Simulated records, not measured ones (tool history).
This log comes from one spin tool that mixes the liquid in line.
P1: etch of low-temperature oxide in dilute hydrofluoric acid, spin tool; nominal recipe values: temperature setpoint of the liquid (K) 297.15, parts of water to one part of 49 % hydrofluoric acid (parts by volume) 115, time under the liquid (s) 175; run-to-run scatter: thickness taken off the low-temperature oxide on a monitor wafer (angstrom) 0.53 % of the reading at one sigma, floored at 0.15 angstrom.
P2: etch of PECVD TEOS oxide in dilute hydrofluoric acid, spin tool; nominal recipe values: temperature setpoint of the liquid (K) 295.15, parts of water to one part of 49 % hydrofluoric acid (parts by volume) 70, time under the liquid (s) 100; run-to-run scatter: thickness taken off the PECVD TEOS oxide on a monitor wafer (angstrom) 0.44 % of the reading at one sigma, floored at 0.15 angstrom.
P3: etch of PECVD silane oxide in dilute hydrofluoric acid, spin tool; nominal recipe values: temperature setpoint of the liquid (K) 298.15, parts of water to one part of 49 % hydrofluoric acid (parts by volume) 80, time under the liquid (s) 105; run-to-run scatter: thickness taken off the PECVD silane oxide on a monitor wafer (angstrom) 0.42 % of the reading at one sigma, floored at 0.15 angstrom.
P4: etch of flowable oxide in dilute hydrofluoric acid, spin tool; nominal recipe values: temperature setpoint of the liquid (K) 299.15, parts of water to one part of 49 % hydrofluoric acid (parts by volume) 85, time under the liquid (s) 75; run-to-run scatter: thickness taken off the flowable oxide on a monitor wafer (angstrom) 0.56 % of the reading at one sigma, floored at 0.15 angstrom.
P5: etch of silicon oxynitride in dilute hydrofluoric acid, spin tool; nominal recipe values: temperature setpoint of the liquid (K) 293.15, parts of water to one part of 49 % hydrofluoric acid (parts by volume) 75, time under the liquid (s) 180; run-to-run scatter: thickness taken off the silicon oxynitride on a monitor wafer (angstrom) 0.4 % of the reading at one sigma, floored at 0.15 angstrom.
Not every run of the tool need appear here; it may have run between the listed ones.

run	day	process that ran	temperature setpoint of the liquid (K)	parts of water to one part of 49 % hydrofluoric acid (parts by volume)	time under the liquid (s)	hours since the thermometer was replaced	hours since the hydrofluoric acid flow meter was replaced	thickness taken off the low-temperature oxide on a monitor wafer (angstrom)	thickness taken off the flowable oxide on a monitor wafer (angstrom)	thickness taken off the silicon oxynitride on a monitor wafer (angstrom)	thickness taken off the PECVD TEOS oxide on a monitor wafer (angstrom)	thickness taken off the PECVD silane oxide on a monitor wafer (angstrom)
1	0.171	P1	297.15	115	175	912.4	679.7	342.920				
2	0.283	P4	299.15	85	150	915.1	682.4		617.74			
3	0.500	P5	293.15	75	30	920.3	687.6			9.2729		
4	0.696	P1	297.15	115	175	925.0	692.3	341.930				
5	0.921	P4	299.15	85	75	930.4	697.7		308.10			
6	1.104	P2	301.65	70	100	934.8	702.1				270.440	
7	1.254	P5	293.15	75	180	938.4	705.7			53.4610		
8	1.446	P1	290.15	115	175	943.0	710.3	258.590				
9	1.588	P3	298.15	25	105	946.4	713.7					1185.900
10	1.804	P5	290.15	75	180	951.6	718.9			46.3300		
11	2.033	P1	297.15	115	175	957.1	724.4	340.660				
12	2.167	P2	295.15	70	45	960.3	727.6				93.255	
13	2.267	P3	298.15	80	105	962.7	730.0					345.040
14	2.383	P1	297.15	160	175	965.5	732.8	234.910				
15	2.492	P1	290.15	115	50	968.1	735.4	74.187				
16	2.667	P5	293.15	25	180	972.3	739.6			166.8000		
17	2.771	P1	303.65	115	270	974.8	742.1	676.000				
18	2.975	P2	295.15	20	100	979.7	747.0				768.320	
19	3.179	P1	301.65	115	175	984.6	751.9	409.590				
20	3.362	P2	295.15	70	100	989.0	756.3				207.430	
21	3.521	P4	304.65	85	75	992.8	760.1		379.41			
22	3.742	P3	298.15	80	15	998.1	765.4					48.915
23	3.867	P1	297.15	115	175	1001.1	768.4	341.990				
24	4.079	P1	297.15	20	175	1006.2	773.5	2220.700				
25	4.200	P1	297.15	115	255	1009.1	776.4	501.380				
26	4.388	P3	304.65	80	105	1013.6	780.9					439.610
27	4.567	P1	297.15	115	175	1017.9	785.2	345.090				
# day 4.621: thermometer replaced
28	4.796	P4	299.15	150	75	4.3	790.7		159.02			

The next listed run, before its measurement:
29	4.908	P1	297.15	115	175	7.0	793.4	?				

{"run 29": {"thickness taken off the low-temperature oxide on a monitor wafer (angstrom)": 342.8}}

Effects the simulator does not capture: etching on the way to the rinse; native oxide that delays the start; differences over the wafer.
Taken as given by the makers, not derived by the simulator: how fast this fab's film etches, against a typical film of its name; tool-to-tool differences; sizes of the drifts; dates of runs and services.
